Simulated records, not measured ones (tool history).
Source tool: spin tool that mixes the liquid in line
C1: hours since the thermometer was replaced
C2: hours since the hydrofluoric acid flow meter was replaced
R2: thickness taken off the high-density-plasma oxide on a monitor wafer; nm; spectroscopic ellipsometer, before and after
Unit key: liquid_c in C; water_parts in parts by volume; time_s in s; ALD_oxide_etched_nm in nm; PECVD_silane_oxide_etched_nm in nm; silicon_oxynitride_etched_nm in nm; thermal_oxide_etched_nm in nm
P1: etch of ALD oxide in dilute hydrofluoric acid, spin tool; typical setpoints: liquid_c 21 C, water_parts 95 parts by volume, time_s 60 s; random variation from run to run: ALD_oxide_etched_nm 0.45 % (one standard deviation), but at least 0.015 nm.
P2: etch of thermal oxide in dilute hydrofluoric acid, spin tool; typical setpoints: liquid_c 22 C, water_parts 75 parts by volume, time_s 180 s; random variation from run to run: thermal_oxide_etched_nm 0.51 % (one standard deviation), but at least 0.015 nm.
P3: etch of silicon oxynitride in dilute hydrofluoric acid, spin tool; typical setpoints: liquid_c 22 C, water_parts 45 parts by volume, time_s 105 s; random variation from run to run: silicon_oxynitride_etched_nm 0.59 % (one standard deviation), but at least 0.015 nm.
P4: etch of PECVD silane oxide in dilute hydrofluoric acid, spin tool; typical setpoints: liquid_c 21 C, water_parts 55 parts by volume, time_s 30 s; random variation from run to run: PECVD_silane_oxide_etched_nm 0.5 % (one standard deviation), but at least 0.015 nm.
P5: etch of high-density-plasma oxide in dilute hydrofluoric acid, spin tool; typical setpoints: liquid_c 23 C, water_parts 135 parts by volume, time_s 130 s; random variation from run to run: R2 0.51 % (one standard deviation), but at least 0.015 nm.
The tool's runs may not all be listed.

run 1 day=0.092 | process=P1 liquid_c=21 water_parts=95 time_s=60 | C1=316.6 C2=799.3 | ALD_oxide_etched_nm=9.4465
run 2 day=0.246 | process=P5 liquid_c=23 water_parts=60 time_s=130 | C1=320.3 C2=803 | R2=23.737
run 3 day=0.429 | process=P4 liquid_c=17 water_parts=55 time_s=30 | C1=324.7 C2=807.4 | PECVD_silane_oxide_etched_nm=21.561
run 4 day=0.554 | process=P4 liquid_c=21 water_parts=55 time_s=30 | C1=327.7 C2=810.4 | PECVD_silane_oxide_etched_nm=25.67
run 5 day=0.683 | process=P3 liquid_c=17 water_parts=45 time_s=105 | C1=330.8 C2=813.5 | silicon_oxynitride_etched_nm=4.681
run 6 day=0.829 | process=P3 liquid_c=22 water_parts=20 time_s=105 | C1=334.3 C2=817 | silicon_oxynitride_etched_nm=13.734
run 7 day=0.983 | process=P2 liquid_c=22 water_parts=75 time_s=180 | C1=338 C2=820.7 | thermal_oxide_etched_nm=10.405
run 8 day=1.092 | process=P1 liquid_c=21 water_parts=95 time_s=60 | C1=340.6 C2=823.3 | ALD_oxide_etched_nm=9.397
run 9 day=1.271 | process=P2 liquid_c=30 water_parts=75 time_s=180 | C1=344.9 C2=827.6 | thermal_oxide_etched_nm=14.17
run 10 day=1.375 | process=P2 liquid_c=22 water_parts=75 time_s=180 | C1=347.4 C2=830.1 | thermal_oxide_etched_nm=10.399
run 11 day=1.508 | process=P1 liquid_c=21 water_parts=35 time_s=60 | C1=350.6 C2=833.3 | ALD_oxide_etched_nm=27.496
run 12 day=1.621 | process=P1 liquid_c=21 water_parts=95 time_s=25 | C1=353.3 C2=836 | ALD_oxide_etched_nm=3.9007
run 13 day=1.721 | process=P3 liquid_c=22 water_parts=45 time_s=190 | C1=355.7 C2=838.4 | silicon_oxynitride_etched_nm=10.847
run 14 day=1.883 | process=P1 liquid_c=21 water_parts=95 time_s=60 | C1=359.6 C2=842.3 | ALD_oxide_etched_nm=9.4335
run 15 day=2.058 | process=P1 liquid_c=17 water_parts=95 time_s=60 | C1=363.8 C2=846.5 | ALD_oxide_etched_nm=7.9643
run 16 day=2.225 | process=P1 liquid_c=21 water_parts=170 time_s=60 | C1=367.8 C2=850.5 | ALD_oxide_etched_nm=4.8477
run 17 day=2.354 | process=P1 liquid_c=26.5 water_parts=95 time_s=60 | C1=370.9 C2=853.6 | ALD_oxide_etched_nm=11.713
run 18 day=2.475 | process=P5 liquid_c=23 water_parts=135 time_s=15 | C1=373.8 C2=856.5 | R2=1.1118
run 19 day=2.617 | process=P1 liquid_c=21 water_parts=95 time_s=60 | C1=377.2 C2=859.9 | ALD_oxide_etched_nm=9.4178
run 20 day=2.742 | process=P4 liquid_c=21 water_parts=55 time_s=15 | C1=380.2 C2=862.9 | PECVD_silane_oxide_etched_nm=12.861
run 21 day=2.921 | process=P1 liquid_c=21 water_parts=95 time_s=60 | C1=384.5 C2=867.2 | ALD_oxide_etched_nm=9.4046
run 22 day=3.033 | process=P5 liquid_c=17 water_parts=135 time_s=130 | C1=387.2 C2=869.9 | R2=7.631
run 23 day=3.121 | process=P3 liquid_c=22 water_parts=45 time_s=105 | C1=389.3 C2=872 | silicon_oxynitride_etched_nm=5.9731

What does the tool deliver on the next run?
run 24 day=3.296 | process=P1 liquid_c=21 water_parts=95 time_s=60 | C1=393.5 C2=876.2 | ALD_oxide_etched_nm=?

Run 24 measured ALD_oxide_etched_nm 9.4074 nm.
